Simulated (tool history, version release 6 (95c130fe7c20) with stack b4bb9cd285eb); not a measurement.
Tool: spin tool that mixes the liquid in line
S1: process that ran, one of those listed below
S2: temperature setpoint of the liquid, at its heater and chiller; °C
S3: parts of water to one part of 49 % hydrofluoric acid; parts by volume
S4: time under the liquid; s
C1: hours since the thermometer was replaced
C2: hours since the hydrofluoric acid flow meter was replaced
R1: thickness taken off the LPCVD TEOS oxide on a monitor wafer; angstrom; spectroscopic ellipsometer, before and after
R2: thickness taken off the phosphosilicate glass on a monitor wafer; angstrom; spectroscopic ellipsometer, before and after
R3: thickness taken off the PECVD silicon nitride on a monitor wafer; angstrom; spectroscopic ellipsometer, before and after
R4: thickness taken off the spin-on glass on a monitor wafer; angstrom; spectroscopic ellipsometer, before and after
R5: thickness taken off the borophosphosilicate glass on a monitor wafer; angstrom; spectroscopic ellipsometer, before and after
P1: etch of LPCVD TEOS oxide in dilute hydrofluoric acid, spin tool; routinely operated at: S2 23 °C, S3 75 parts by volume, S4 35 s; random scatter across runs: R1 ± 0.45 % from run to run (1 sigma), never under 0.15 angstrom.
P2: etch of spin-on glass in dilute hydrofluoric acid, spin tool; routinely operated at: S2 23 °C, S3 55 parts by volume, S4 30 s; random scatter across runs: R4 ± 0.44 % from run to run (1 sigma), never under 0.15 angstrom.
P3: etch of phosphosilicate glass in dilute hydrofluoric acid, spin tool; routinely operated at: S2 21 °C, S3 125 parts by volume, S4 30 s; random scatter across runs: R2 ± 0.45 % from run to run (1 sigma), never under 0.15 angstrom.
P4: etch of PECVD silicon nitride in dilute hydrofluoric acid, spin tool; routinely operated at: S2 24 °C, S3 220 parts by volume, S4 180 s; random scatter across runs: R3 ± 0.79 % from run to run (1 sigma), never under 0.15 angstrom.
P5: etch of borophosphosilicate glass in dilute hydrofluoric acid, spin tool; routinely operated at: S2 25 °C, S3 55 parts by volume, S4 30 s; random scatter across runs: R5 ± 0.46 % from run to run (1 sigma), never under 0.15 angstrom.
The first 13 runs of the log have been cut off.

run 14 day=7.675 | S1=P5 S2=25 S3=30 S4=30 | C1=691.1 C2=523.4 | R5=945.08
run 15 day=8.412 | S1=P1 S2=23 S3=75 S4=35 | C1=708.8 C2=541.1 | R1=94.869
run 16 day=8.75 | S1=P1 S2=27 S3=75 S4=35 | C1=716.9 C2=549.2 | R1=111.52
run 17 day=9.396 | S1=P4 S2=24 S3=220 S4=305 | C1=732.4 C2=564.7 | R3=52.332
run 18 day=10.121 | S1=P5 S2=25 S3=55 S4=30 | C1=749.8 C2=582.1 | R5=499.25
run 19 day=10.746 | S1=P4 S2=24 S3=220 S4=180 | C1=764.8 C2=597.1 | R3=30.255
run 20 day=11.3 | S1=P2 S2=23 S3=55 S4=60 | C1=778.1 C2=610.4 | R4=494.52
run 21 day=11.921 | S1=P2 S2=23 S3=55 S4=30 | C1=793 C2=625.3 | R4=246.13
run 22 day=12.304 | S1=P1 S2=23 S3=75 S4=15 | C1=802.2 C2=634.5 | R1=41.003
run 23 day=12.838 | S1=P2 S2=23 S3=55 S4=30 | C1=815 C2=647.3 | R4=247.56
run 24 day=13.538 | S1=P3 S2=17 S3=125 S4=30 | C1=831.8 C2=664.1 | R2=333.43
run 25 day=14.242 | S1=P5 S2=33 S3=55 S4=30 | C1=848.7 C2=681 | R5=680.71
run 26 day=14.788 | S1=P5 S2=25 S3=55 S4=60 | C1=861.8 C2=694.1 | R5=995.21
run 27 day=15.204 | S1=P1 S2=19.5 S3=20 S4=35 | C1=871.8 C2=704.1 | R1=327.28
run 28 day=15.658 | S1=P1 S2=17.5 S3=75 S4=35 | C1=882.7 C2=715 | R1=75.327
run 29 day=16.108 | S1=P1 S2=23 S3=75 S4=55 | C1=893.5 C2=725.8 | R1=150.13
run 30 day=16.533 | S1=P1 S2=23 S3=75 S4=35 | C1=903.7 C2=736 | R1=95.573
run 31 day=17.008 | S1=P1 S2=23 S3=75 S4=35 | C1=915.1 C2=747.4 | R1=92.556
run 32 day=17.446 | S1=P1 S2=23 S3=75 S4=35 | C1=925.6 C2=757.9 | R1=89.866
run 33 day=17.858 | S1=P1 S2=23 S3=75 S4=35 | C1=935.5 C2=767.8 | R1=88.802
run 34 day=18.558 | S1=P1 S2=23 S3=75 S4=35 | C1=952.3 C2=784.6 | R1=88.14

What does the tool deliver on the next run?
run 35 day=19.312 | S1=P1 S2=23 S3=75 S4=35 | C1=970.4 C2=802.7 | R1=?

Run 35 produced R1 87.229 angstrom.
